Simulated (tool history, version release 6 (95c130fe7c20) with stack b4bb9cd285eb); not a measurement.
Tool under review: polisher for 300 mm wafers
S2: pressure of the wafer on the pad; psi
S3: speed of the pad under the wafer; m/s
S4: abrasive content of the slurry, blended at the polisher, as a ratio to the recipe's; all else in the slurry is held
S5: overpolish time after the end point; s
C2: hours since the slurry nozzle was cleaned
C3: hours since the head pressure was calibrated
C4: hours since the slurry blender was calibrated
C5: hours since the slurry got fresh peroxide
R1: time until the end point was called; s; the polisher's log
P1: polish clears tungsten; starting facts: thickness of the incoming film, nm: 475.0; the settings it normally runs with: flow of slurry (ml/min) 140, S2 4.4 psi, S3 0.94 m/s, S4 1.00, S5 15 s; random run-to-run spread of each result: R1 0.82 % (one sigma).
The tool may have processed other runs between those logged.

{"run": 1, "hour": 17.3, "flow of slurry (ml/min)": 140, "S2": 4.4, "S3": 0.94, "S4": 1.0, "S5": 15, "wafers polished on this pad": 374, "C2": 672.3, "C3": 383.4, "C4": 170.4, "C5": 62.8, "R1": 78.181}
{"run": 2, "hour": 25.5, "flow of slurry (ml/min)": 140, "S2": 3.1, "S3": 0.94, "S4": 1.0, "S5": 15, "wafers polished on this pad": 458, "C2": 680.5, "C3": 391.6, "C4": 178.6, "C5": 71.0, "R1": 111.29}
{"run": 3, "hour": 43.7, "flow of slurry (ml/min)": 85, "S2": 4.4, "S3": 0.94, "S4": 1.0, "S5": 15, "wafers polished on this pad": 645, "C2": 698.7, "C3": 409.8, "C4": 196.8, "C5": 89.2, "R1": 88.611}
{"run": 4, "hour": 60.3, "flow of slurry (ml/min)": 140, "S2": 4.4, "S3": 0.94, "S4": 1.0, "S5": 15, "wafers polished on this pad": 815, "C2": 715.3, "C3": 426.4, "C4": 213.4, "C5": 105.8, "R1": 78.257}
{"run": 5, "hour": 68.5, "flow of slurry (ml/min)": 140, "S2": 4.4, "S3": 0.42, "S4": 1.0, "S5": 15, "wafers polished on this pad": 899, "C2": 723.5, "C3": 434.6, "C4": 221.6, "C5": 114.0, "R1": 171.58}
{"run": 6, "hour": 78.6, "flow of slurry (ml/min)": 140, "S2": 4.4, "S3": 0.94, "S4": 1.0, "S5": 4, "wafers polished on this pad": 1002, "C2": 733.6, "C3": 444.7, "C4": 231.7, "C5": 124.1, "R1": 77.852}
{"run": 7, "hour": 88.7, "flow of slurry (ml/min)": 140, "S2": 4.4, "S3": 0.94, "S4": 1.0, "S5": 15, "wafers polished on this pad": 1106, "C2": 743.7, "C3": 454.8, "C4": 241.8, "C5": 134.2, "R1": 78.066}
{"run": 8, "hour": 99.0, "flow of slurry (ml/min)": 140, "S2": 4.4, "S3": 0.94, "S4": 0.6, "S5": 15, "wafers polished on this pad": 1211, "C2": 754.0, "C3": 465.1, "C4": 252.1, "C5": 144.5, "R1": 87.916}
{"run": 9, "hour": 107.6, "flow of slurry (ml/min)": 140, "S2": 4.4, "S3": 0.94, "S4": 1.35, "S5": 15, "wafers polished on this pad": 1300, "C2": 762.6, "C3": 473.7, "C4": 260.7, "C5": 153.1, "R1": 72.444}
{"run": 10, "hour": 117.0, "flow of slurry (ml/min)": 185, "S2": 4.4, "S3": 0.94, "S4": 1.0, "S5": 15, "wafers polished on this pad": 1396, "C2": 772.0, "C3": 483.1, "C4": 270.1, "C5": 162.5, "R1": 74.462}
{"run": 11, "hour": 126.3, "flow of slurry (ml/min)": 140, "S2": 4.4, "S3": 0.94, "S4": 1.0, "S5": 15, "wafers polished on this pad": 1491, "C2": 781.3, "C3": 492.4, "C4": 279.4, "C5": 171.8, "R1": 77.505}
{"run": 12, "hour": 141.7, "flow of slurry (ml/min)": 140, "S2": 4.4, "S3": 0.94, "S4": 1.0, "S5": 29, "wafers polished on this pad": 1649, "C2": 796.7, "C3": 507.8, "C4": 294.8, "C5": 187.2, "R1": 76.707}
{"hour": 158.9, "done": "slurry blender recalibrated"}
{"run": 13, "hour": 159.2, "flow of slurry (ml/min)": 140, "S2": 4.4, "S3": 0.94, "S4": 0.7, "S5": 9, "wafers polished on this pad": 1829, "C2": 814.2, "C3": 525.3, "C4": 0.4, "C5": 204.7, "R1": 85.208}
{"run": 14, "hour": 176.4, "flow of slurry (ml/min)": 140, "S2": 4.4, "S3": 0.94, "S4": 1.0, "S5": 15, "wafers polished on this pad": 2005, "C2": 831.4, "C3": 542.5, "C4": 17.6, "C5": 221.9, "R1": 78.634}
{"run": 15, "hour": 184.9, "flow of slurry (ml/min)": 140, "S2": 4.4, "S3": 1.44, "S4": 1.0, "S5": 15, "wafers polished on this pad": 2092, "C2": 839.9, "C3": 551.0, "C4": 26.1, "C5": 230.4, "R1": 50.822}
{"hour": 190.9, "done": "slurry tank refilled with fresh slurry and peroxide"}
{"run": 16, "hour": 199.8, "flow of slurry (ml/min)": 140, "S2": 6.7, "S3": 0.94, "S4": 1.0, "S5": 15, "wafers polished on this pad": 2245, "C2": 854.8, "C3": 565.9, "C4": 41.0, "C5": 9.0, "R1": 50.799}
{"run": 17, "hour": 210.0, "flow of slurry (ml/min)": 140, "S2": 4.4, "S3": 0.94, "S4": 1.0, "S5": 15, "wafers polished on this pad": 2349, "C2": 865.0, "C3": 576.1, "C4": 51.2, "C5": 19.2, "R1": 77.513}
{"run": 18, "hour": 227.8, "flow of slurry (ml/min)": 140, "S2": 4.4, "S3": 0.94, "S4": 1.0, "S5": 15, "wafers polished on this pad": 2532, "C2": 882.8, "C3": 593.9, "C4": 69.0, "C5": 37.0, "R1": 77.463}
{"run": 19, "hour": 237.8, "flow of slurry (ml/min)": 140, "S2": 4.4, "S3": 0.94, "S4": 1.0, "S5": 15, "wafers polished on this pad": 2634, "C2": 892.8, "C3": 603.9, "C4": 79.0, "C5": 47.0, "R1": 81.296}
{"run": 20, "hour": 247.0, "flow of slurry (ml/min)": 140, "S2": 4.4, "S3": 0.94, "S4": 1.0, "S5": 15, "wafers polished on this pad": 2729, "C2": 902.0, "C3": 613.1, "C4": 88.2, "C5": 56.2, "R1": 81.767}
{"run": 21, "hour": 261.4, "flow of slurry (ml/min)": 140, "S2": 4.4, "S3": 0.94, "S4": 1.0, "S5": 15, "wafers polished on this pad": 2876, "C2": 916.4, "C3": 627.5, "C4": 102.6, "C5": 70.6, "R1": 82.719}
{"hour": 263.9, "done": "slurry blender recalibrated"}
{"hour": 265.3, "done": "slurry tank refilled with fresh slurry and peroxide"}
{"run": 22, "hour": 276.2, "flow of slurry (ml/min)": 140, "S2": 4.4, "S3": 0.94, "S4": 1.0, "S5": 15, "wafers polished on this pad": 3028, "C2": 931.2, "C3": 642.3, "C4": 12.4, "C5": 11.0, "R1": 85.503}
{"run": 23, "hour": 292.4, "flow of slurry (ml/min)": 140, "S2": 4.4, "S3": 0.94, "S4": 1.0, "S5": 15, "wafers polished on this pad": 3194, "C2": 947.4, "C3": 658.5, "C4": 28.6, "C5": 27.2, "R1": 88.287}
{"hour": 294.4, "done": "head pressure recalibrated"}
{"run": 24, "hour": 301.9, "flow of slurry (ml/min)": 140, "S2": 4.4, "S3": 0.94, "S4": 1.0, "S5": 15, "wafers polished on this pad": 3292, "C2": 956.9, "C3": 7.6, "C4": 38.1, "C5": 36.7, "R1": 87.348}
{"run": 25, "hour": 318.9, "flow of slurry (ml/min)": 140, "S2": 4.4, "S3": 0.94, "S4": 1.0, "S5": 15, "wafers polished on this pad": 3466, "C2": 973.9, "C3": 24.6, "C4": 55.1, "C5": 53.7, "R1": 86.071}

The log shows P1 creeping away from where it was. Any of the 2 causes listed here, at the size stated for it, fits the log just as well as the others:
A: slurry flow missing at the pad, % = 37.1
B: removal rate lost through wear of the pad, % = 10
Creep in the process output first set in at about hour 227.8.
Each remaining cause and why it is not a fit:
head's pressure below its setpoint, %: its service at hour 294.4 followed the start of the drift and did not put the process back to its old value
abrasive missing from the slurry, %: its service at hour 263.9 followed the start of the drift and did not put the process back to its old value
peroxide lost from the slurry, %: its service at hour 265.3 followed the start of the drift and did not put the process back to its old value

Below are 4 check runs, each averaged over 2 wafers, with their results shown as question marks. Which of them would give clearly different results depending on which cause is behind the drift?
{"run": "check 1", "hour": 335.9, "flow of slurry (ml/min)": 140, "S2": 6.7, "S3": 0.64, "S4": 1.0, "S5": 15, "R1": "?"}
{"run": "check 2", "hour": 335.9, "flow of slurry (ml/min)": 85, "S2": 6.0, "S3": 0.94, "S4": 1.0, "S5": 15, "R1": "?"}
{"run": "check 3", "hour": 335.9, "flow of slurry (ml/min)": 140, "S2": 6.1, "S3": 0.94, "S4": 1.0, "S5": 4, "R1": "?"}
{"run": "check 4", "hour": 335.9, "flow of slurry (ml/min)": 140, "S2": 3.2, "S3": 0.94, "S4": 1.0, "S5": 27, "R1": "?"}

How each check would come out, cause by cause:
check=check_1 result=R1 if_A=83.731 if_B=83.712
check=check_2 result=R1 if_A=75.603 if_B=71.441
check=check_3 result=R1 if_A=62.616 if_B=62.602
check=check_4 result=R1 if_A=119.360 if_B=119.330
Smallest distance between any two causes, each pair judged by its most separating result, in per cent: check 1 0.02 %; check 2 5.66 %; check 3 0.02 %; check 4 0.02 %
Check 2 tells the causes apart: in the others they would give nearly the same result.

Check 2 was then run and gave: R1 75.665 s. Which cause is it?

The correct cause is A, namely: slurry flow missing at the pad, %.
